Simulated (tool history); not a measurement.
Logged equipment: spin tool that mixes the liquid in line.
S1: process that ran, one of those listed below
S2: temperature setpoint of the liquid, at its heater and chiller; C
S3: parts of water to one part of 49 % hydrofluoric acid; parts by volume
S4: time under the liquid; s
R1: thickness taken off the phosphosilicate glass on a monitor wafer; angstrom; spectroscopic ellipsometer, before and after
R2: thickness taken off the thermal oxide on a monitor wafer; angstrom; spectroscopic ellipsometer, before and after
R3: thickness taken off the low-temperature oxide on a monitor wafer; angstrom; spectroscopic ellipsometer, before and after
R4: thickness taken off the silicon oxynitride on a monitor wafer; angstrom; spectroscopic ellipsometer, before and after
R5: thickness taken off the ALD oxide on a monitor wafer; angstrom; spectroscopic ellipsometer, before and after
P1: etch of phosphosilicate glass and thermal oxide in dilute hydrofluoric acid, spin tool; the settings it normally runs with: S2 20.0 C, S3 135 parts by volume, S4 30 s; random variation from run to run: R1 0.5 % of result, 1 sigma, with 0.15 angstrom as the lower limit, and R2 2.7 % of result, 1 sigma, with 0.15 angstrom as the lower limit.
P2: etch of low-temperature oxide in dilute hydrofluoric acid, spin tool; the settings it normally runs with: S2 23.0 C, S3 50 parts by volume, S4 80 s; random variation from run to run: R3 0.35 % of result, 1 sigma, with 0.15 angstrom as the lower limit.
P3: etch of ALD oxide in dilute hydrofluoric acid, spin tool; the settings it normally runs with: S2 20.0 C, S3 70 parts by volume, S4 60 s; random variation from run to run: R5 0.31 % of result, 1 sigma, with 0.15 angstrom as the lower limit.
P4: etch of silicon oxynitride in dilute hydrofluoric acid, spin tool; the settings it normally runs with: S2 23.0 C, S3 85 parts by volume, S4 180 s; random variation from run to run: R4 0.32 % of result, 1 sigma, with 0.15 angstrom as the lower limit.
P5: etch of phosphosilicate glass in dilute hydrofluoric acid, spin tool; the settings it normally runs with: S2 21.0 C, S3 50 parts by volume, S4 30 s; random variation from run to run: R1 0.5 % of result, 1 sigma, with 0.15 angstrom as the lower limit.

run	hour	S1	S2	S3	S4	R1	R2	R3	R4	R5
1	6.8	P1	20.0	135	30	179.410	8.9436			
2	17.9	P2	31.0	50	80			715.28		
3	27.7	P4	23.0	85	50				20.440	
4	37.2	P2	23.0	50	25			161.56		
5	45.7	P1	20.0	135	30	180.590	8.9181			
6	55.3	P1	20.0	135	15	89.865	4.1443			
7	61.5	P1	20.0	135	30	179.920	9.2035			
8	66.4	P5	21.0	50	30	880.700				
9	77.1	P3	20.0	70	60					178.460
10	87.3	P1	25.5	135	30	222.840	10.9750			
11	96.9	P1	20.0	215	15	52.475	2.3897			
12	103.4	P1	24.0	75	30	408.640	20.5340			
13	109.7	P4	23.0	20	180				326.670	
14	116.4	P3	20.0	120	60					98.397
15	124.8	P1	17.0	135	30	160.910	7.8524			
16	131.2	P4	23.0	85	180				73.472	
17	139.8	P5	26.5	50	30	1113.300				
18	145.2	P1	20.0	135	50	301.690	15.8190			
19	153.0	P1	20.0	135	30	179.690	9.1362			
20	161.1	P3	17.0	70	60					157.230
21	169.2	P4	23.0	85	180				73.756	
22	174.4	P2	23.0	20	80			1341.40		
23	185.6	P5	21.0	50	30	884.730				
24	191.9	P5	21.0	85	30	490.510				
25	198.2	P1	20.0	190	30	120.920	6.0364			
26	207.2	P3	20.0	70	60					177.680
27	213.2	P3	20.0	70	20					59.497
28	223.6	P1	20.0	65	30	406.810	20.2100			
29	234.7	P2	23.0	50	80			517.47		
30	241.0	P5	21.0	50	15	437.540				
31	249.3	P4	30.0	85	180				101.870	
32	255.1	P1	20.0	135	30	181.730	9.1603			
33	260.6	P1	20.0	135	30	180.520	9.0221			
34	269.9	P1	20.0	135	30	190.720	9.2553			
35	278.3	P1	20.0	135	30	193.470	9.2914			
36	284.2	P1	20.0	135	30	195.240	9.7272			
37	289.3	P1	20.0	135	30	197.480	9.7778			
38	299.1	P1	20.0	135	30	198.360	9.7436			
39	307.8	P1	20.0	135	30	198.050	9.7719			

The output of P1 has drifted from where it used to be. Each of the 2 causes below, taken at the size shown beside it, accounts for the log equally well:
A: liquid hotter than its thermometer reads (K) = 2.35
B: hydrofluoric acid flow above the setpoint (%) = 8.52
Onset of the creep was near hour 260.6.

The check runs listed below each take one wafer, and their results are still question marks. Under which run would the listed causes lead to clearly different results?
check 1	316.5	P4	23.0	20	115				?	
check 2	316.5	P3	20.0	110	35					?
check 3	316.5	P2	30.0	50	80			?		
check 4	316.5	P5	26.5	50	30	?				

Check results expected under each cause:
check	result	if A	if B
check 1	R4	234.900	226.820
check 2	R5	69.590	69.347
check 3	R3	751.31	748.74
check 4	R1	1213.900	1206.000
Separation of the two closest causes in each check, using whichever result separates them best: check 1 3.5 %; check 2 0.35 %; check 3 0.34 %; check 4 0.65 %
Of the check runs offered, only check 1 discriminates between the causes; the rest would read about the same regardless of which cause applies.

Then check 1 was run and gave: R4 226.000 angstrom. Which cause is it?

It is B: hydrofluoric acid flow above the setpoint (%).
